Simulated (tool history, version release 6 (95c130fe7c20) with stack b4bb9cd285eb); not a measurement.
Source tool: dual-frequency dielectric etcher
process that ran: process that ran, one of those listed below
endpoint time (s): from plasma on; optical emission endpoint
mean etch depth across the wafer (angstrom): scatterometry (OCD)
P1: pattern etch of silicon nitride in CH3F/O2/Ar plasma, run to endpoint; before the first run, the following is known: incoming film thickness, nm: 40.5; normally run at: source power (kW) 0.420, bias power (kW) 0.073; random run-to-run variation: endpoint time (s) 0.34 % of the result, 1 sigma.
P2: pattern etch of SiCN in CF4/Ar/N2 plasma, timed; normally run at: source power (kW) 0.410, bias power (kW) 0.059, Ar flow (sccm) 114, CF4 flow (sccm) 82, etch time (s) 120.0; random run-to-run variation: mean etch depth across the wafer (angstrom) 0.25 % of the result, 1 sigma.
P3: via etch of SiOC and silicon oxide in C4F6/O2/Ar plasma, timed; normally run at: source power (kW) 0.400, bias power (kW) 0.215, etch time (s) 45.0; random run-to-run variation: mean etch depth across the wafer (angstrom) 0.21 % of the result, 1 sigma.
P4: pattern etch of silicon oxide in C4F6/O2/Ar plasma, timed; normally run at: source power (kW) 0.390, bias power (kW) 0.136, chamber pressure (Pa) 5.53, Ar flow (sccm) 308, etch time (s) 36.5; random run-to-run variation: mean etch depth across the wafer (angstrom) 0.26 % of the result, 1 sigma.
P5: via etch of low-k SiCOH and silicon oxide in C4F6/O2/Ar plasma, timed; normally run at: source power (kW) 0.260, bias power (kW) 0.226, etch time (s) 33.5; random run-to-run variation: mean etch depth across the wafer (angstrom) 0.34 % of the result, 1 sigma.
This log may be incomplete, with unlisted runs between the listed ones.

| run | hour | process that ran | source power (kW) | bias power (kW) | etch time (s) | chamber pressure (Pa) | Ar flow (sccm) | CF4 flow (sccm) | endpoint time (s) | mean etch depth across the wafer (angstrom) |
|---|---|---|---|---|---|---|---|---|---|---|
| 1 | 7.3 | P1 | 0.420 | 0.073 |  |  |  |  | 57.574 |  |
| 2 | 12.1 | P1 | 0.420 | 0.051 |  |  |  |  | 64.684 |  |
| 3 | 16.1 | P1 | 0.520 | 0.099 |  |  |  |  | 47.889 |  |
| 4 | 21.4 | P1 | 0.260 | 0.073 |  |  |  |  | 69.010 |  |
| 5 | 25.3 | P5 | 0.260 | 0.226 | 33.5 |  |  |  |  | 733.98 |
| 6 | 31.5 | P5 | 0.340 | 0.226 | 33.5 |  |  |  |  | 815.44 |
| 7 | 38.2 | P1 | 0.550 | 0.073 |  |  |  |  | 51.857 |  |
| 8 | 42.6 | P4 | 0.260 | 0.136 | 36.5 | 5.53 | 308 |  |  | 846.74 |
| 9 | 49.5 | P1 | 0.420 | 0.073 |  |  |  |  | 57.675 |  |
| 10 | 55.8 | P3 | 0.330 | 0.215 | 45.0 |  |  |  |  | 511.35 |
| 11 | 62.6 | P5 | 0.260 | 0.226 | 33.5 |  |  |  |  | 738.00 |
| 12 | 70.0 | P4 | 0.390 | 0.136 | 36.5 | 7.00 | 308 |  |  | 967.90 |
| 13 | 74.4 | P3 | 0.400 | 0.215 | 45.0 |  |  |  |  | 551.20 |
| 14 | 81.0 | P2 | 0.410 | 0.059 | 120.0 |  | 140 | 82 |  | 916.13 |
| 15 | 85.2 | P4 | 0.390 | 0.136 | 36.5 | 5.53 | 187 |  |  | 1053.50 |
| 16 | 91.1 | P4 | 0.390 | 0.189 | 36.5 | 5.53 | 308 |  |  | 1103.90 |
| 17 | 96.7 | P2 | 0.410 | 0.059 | 78.0 |  | 114 | 82 |  | 616.15 |
| 18 | 101.9 | P5 | 0.260 | 0.267 | 33.5 |  |  |  |  | 780.22 |
| 19 | 107.1 | P1 | 0.540 | 0.045 |  |  |  |  | 60.718 |  |
| 20 | 110.9 | P2 | 0.410 | 0.059 | 120.0 |  | 114 | 55 |  | 887.97 |
| 21 | 118.2 | P2 | 0.410 | 0.048 | 120.0 |  | 114 | 82 |  | 888.84 |
| 22 | 124.0 | P1 | 0.420 | 0.073 |  |  |  |  | 57.595 |  |
| 23 | 130.7 | P2 | 0.270 | 0.059 | 120.0 |  | 114 | 82 |  | 654.69 |
| 24 | 137.0 | P2 | 0.410 | 0.059 | 120.0 |  | 114 | 82 |  | 945.49 |
| 25 | 142.1 | P4 | 0.390 | 0.136 | 21.0 | 5.53 | 308 |  |  | 572.48 |
| 26 | 146.7 | P1 | 0.420 | 0.073 |  |  |  |  | 57.209 |  |
| 27 | 150.3 | P3 | 0.400 | 0.272 | 45.0 |  |  |  |  | 598.15 |
| 28 | 155.1 | P3 | 0.400 | 0.215 | 45.0 |  |  |  |  | 550.87 |
| 29 | 158.6 | P4 | 0.390 | 0.136 | 36.5 | 5.53 | 308 |  |  | 999.75 |
| 30 | 164.8 | P1 | 0.500 | 0.100 |  |  |  |  | 48.428 |  |
| 31 | 168.5 | P2 | 0.410 | 0.059 | 120.0 |  | 114 | 82 |  | 948.89 |
| 32 | 172.8 | P5 | 0.260 | 0.226 | 23.0 |  |  |  |  | 506.62 |
| 33 | 179.5 | P1 | 0.420 | 0.073 |  |  |  |  | 57.070 |  |
| 34 | 186.1 | P3 | 0.400 | 0.215 | 66.0 |  |  |  |  | 809.50 |
| 35 | 191.8 | P1 | 0.420 | 0.097 |  |  |  |  | 52.268 |  |
| 36 | 195.9 | P1 | 0.420 | 0.073 |  |  |  |  | 57.581 |  |
| 37 | 201.9 | P1 | 0.420 | 0.073 |  |  |  |  | 58.119 |  |
| 38 | 208.4 | P1 | 0.420 | 0.073 |  |  |  |  | 58.174 |  |
| 39 | 212.7 | P1 | 0.420 | 0.073 |  |  |  |  | 58.512 |  |
|  | 217.1 | wet clean of the chamber |
| 40 | 218.1 | P1 | 0.420 | 0.073 |  |  |  |  | 58.666 |  |
| 41 | 224.4 | P1 | 0.420 | 0.073 |  |  |  |  | 58.878 |  |
| 42 | 231.1 | P1 | 0.420 | 0.073 |  |  |  |  | 58.106 |  |

The output of P1 has drifted from where it used to be. Each of the 2 causes below, taken at the size shown beside it, accounts for the log equally well:
A: bias power that arrives under what is set, % = 4.83
B: source power that arrives under what is set, % = 4.35
Creep in the process output first set in at about hour 195.9.
Each remaining cause and why it is not a fit:
chamber walls in a state that lowers the etch rate, %: was serviced at hour 217.1, once the creep was under way, yet the earlier output never came back

Question marks stand in for the results of the 4 check runs listed below, each run on one wafer. Under which run would the listed causes show clearly different results?
| check 1 | 237.8 | P3 | 0.400 | 0.215 | 45.0 |  |  |  |  | ? |
| check 2 | 237.8 | P5 | 0.260 | 0.226 | 33.5 |  |  |  |  | ? |
| check 3 | 237.8 | P4 | 0.390 | 0.136 | 36.5 | 5.53 | 308 |  |  | ? |
| check 4 | 237.8 | P2 | 0.410 | 0.059 | 120.0 |  | 114 | 82 |  | ? |

Predicted outcomes, by check and by cause:
| check | result | if A | if B |
|---|---|---|---|
| check 1 | mean etch depth across the wafer (angstrom) | 542.76 | 542.43 |
| check 2 | mean etch depth across the wafer (angstrom) | 725.82 | 725.71 |
| check 3 | mean etch depth across the wafer (angstrom) | 980.87 | 977.92 |
| check 4 | mean etch depth across the wafer (angstrom) | 932.74 | 911.67 |
Separation of the two closest causes in each check, using whichever result separates them best: check 1 0.06 %; check 2 0.01 %; check 3 0.3 %; check 4 2.29 %
Check 4 distinguishes between the causes, while the remaining checks would return nearly the same result for all of them.

Then check 4 was run and gave: mean etch depth across the wafer (angstrom) 911.33. Which cause is it?

It was cause B: source power that arrives under what is set, %.
